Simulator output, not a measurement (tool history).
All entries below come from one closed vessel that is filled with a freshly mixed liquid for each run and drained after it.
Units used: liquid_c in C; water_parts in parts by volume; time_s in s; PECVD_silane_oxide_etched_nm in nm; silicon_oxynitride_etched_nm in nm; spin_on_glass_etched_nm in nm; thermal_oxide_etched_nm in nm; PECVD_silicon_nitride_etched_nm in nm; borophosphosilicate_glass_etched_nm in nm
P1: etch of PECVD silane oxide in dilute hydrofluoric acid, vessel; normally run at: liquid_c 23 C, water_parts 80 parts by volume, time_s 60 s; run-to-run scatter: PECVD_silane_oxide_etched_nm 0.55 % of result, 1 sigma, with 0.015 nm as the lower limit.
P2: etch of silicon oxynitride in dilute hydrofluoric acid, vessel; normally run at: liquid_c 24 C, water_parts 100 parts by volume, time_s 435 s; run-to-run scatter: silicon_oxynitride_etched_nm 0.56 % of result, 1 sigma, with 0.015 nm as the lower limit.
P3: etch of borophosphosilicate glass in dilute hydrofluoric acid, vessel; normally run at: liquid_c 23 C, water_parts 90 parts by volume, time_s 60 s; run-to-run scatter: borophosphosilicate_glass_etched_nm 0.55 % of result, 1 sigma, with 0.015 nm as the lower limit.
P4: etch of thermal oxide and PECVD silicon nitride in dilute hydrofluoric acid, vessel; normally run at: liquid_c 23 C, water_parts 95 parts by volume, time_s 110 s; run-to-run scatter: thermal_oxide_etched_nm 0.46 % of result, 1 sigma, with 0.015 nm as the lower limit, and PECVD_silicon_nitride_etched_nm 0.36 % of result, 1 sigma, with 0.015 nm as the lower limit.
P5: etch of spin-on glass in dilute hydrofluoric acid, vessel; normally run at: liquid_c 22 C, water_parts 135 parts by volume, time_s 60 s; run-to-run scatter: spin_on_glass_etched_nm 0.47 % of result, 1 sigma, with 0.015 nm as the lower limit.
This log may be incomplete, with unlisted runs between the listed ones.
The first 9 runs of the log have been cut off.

run	hour	process	liquid_c	water_parts	time_s	hours since the thermometer was replaced	hours since the hydrofluoric acid flow meter was replaced	PECVD_silane_oxide_etched_nm	silicon_oxynitride_etched_nm	spin_on_glass_etched_nm	thermal_oxide_etched_nm	PECVD_silicon_nitride_etched_nm	borophosphosilicate_glass_etched_nm
10	67.0	P1	23	80	60	968.1	387.4	26.733					
11	72.3	P2	24	100	435	973.4	392.7		20.728				
12	78.5	P4	29	95	110	979.6	398.9				6.6252	9.0570	
13	87.6	P1	23	80	60	988.7	408.0	26.205					
14	92.0	P2	19	100	435	993.1	412.4		16.240				
15	97.4	P5	22	135	60	998.5	417.8			15.6510			
16	104.1	P1	23	80	60	1005.2	424.5	26.578					
17	110.4	P4	23	95	180	1011.5	430.8				8.5049	10.0280	
18	118.9	P1	17	80	110	1020.0	439.3	37.694					
19	126.9	P5	30	135	60	1028.0	447.3			21.3780			
20	133.3	P1	23	30	60	1034.4	453.7	75.251					
21	139.3	P5	22	135	30	1040.4	459.7			7.8031			
22	143.5	P4	23	95	110	1044.6	463.9				5.2545	6.1585	
23	148.8	P3	23	90	60	1049.9	469.2						41.488
24	157.3	P3	23	90	30	1058.4	477.7						20.941
25	162.9	P1	23	80	30	1064.0	483.3	13.238					
26	170.4	P4	23	45	110	1071.5	490.8				11.7440	12.7680	
27	176.5	P3	23	90	60	1077.6	496.9						41.946
28	185.1	P5	22	70	60	1086.2	505.5			32.4050			
29	191.6	P3	23	50	60	1092.7	512.0						78.654
30	199.0	P3	27	90	60	1100.1	519.4						48.543
31	204.3	P1	27	80	60	1105.4	524.7	30.902					
32	211.6	P1	23	80	100	1112.7	532.0	43.965					

Run 33 is up next; what results do you expect?
33	216.5	P1	23	80	60	1117.6	536.9	?					

PECVD_silane_oxide_etched_nm: 26.406 nm
